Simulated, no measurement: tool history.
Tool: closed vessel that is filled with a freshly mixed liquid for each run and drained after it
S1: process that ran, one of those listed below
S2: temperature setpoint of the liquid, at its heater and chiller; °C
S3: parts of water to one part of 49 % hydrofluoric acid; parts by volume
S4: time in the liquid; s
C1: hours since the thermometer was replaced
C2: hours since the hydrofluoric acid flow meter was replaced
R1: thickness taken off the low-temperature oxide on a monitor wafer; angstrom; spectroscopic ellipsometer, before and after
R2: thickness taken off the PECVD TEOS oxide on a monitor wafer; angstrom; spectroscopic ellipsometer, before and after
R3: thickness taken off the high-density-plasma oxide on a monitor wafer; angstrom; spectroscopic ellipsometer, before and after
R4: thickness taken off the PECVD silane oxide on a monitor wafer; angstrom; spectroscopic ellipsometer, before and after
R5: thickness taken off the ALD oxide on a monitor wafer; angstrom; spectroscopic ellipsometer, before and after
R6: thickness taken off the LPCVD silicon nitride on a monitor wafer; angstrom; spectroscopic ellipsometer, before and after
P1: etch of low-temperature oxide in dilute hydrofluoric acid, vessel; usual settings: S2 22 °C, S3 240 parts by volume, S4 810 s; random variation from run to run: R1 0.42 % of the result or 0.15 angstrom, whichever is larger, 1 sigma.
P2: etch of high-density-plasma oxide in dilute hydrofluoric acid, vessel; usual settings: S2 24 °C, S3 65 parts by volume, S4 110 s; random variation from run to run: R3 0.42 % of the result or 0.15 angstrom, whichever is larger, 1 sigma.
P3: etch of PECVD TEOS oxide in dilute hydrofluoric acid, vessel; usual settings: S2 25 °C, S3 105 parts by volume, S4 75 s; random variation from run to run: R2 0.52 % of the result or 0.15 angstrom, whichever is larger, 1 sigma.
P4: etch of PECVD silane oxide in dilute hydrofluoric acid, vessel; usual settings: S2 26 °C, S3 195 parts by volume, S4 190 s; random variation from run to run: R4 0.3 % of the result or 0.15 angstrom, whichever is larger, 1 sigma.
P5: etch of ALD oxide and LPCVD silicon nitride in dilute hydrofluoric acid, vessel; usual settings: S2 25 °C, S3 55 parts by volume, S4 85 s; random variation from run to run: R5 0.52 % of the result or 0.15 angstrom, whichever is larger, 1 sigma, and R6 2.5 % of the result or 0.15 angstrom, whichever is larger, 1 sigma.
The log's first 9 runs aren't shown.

run,hour,S1,S2,S3,S4,C1,C2,R1,R2,R3,R4,R5,R6
10,46.1,P5,25,85,85,2264,1019.3,,,,,126.97,5.1463
11,49.7,P1,22,240,810,2267.6,1022.9,456.23,,,,,
12,54.3,P4,26,90,190,2272.2,1027.5,,,,437.59,,
13,60.6,P1,22,65,810,2278.5,1033.8,2028.4,,,,,
14,66.4,P1,22,240,1170,2284.3,1039.6,657.01,,,,,
15,69.4,P5,25,55,85,2287.3,1042.6,,,,,205.6,8.1942
16,73.6,P1,22,405,810,2291.5,1046.8,232.27,,,,,
17,76.8,P5,25,55,130,2294.7,1050,,,,,313.66,12.783
18,79.9,P2,17,65,110,2297.8,1053.1,,,66.913,,,
19,83.1,P3,25,145,75,2301,1056.3,,44.413,,,,
20,87.3,P1,22,240,165,2305.2,1060.5,93.008,,,,,
21,93.1,P2,24,65,110,2311,1066.3,,,88.644,,,
22,98,P4,18.5,195,190,2315.9,1071.2,,,,133.82,,
23,104.7,P1,22,240,810,2322.6,1077.9,458,,,,,
24,108.6,P5,17,55,85,2326.5,1081.8,,,,,146.81,4.6305
25,114.4,P5,25,55,85,2332.3,1087.6,,,,,203.09,8.1307
26,120,P1,27.5,240,810,2337.9,1093.2,557.24,,,,,
27,124.8,P3,32,105,75,2342.7,1098,,84.264,,,,
28,128.1,P4,26,195,190,2346,1101.3,,,,177.28,,
29,132.8,P1,22,240,810,2350.7,1106,455.69,,,,,
30,136.7,P1,17,240,810,2354.6,1109.9,379.11,,,,,

The next listed run, before its measurement:
31,141.2,P1,22,240,810,2359.1,1114.4,?,,,,,

Run 31 gave R1 453.73 angstrom.
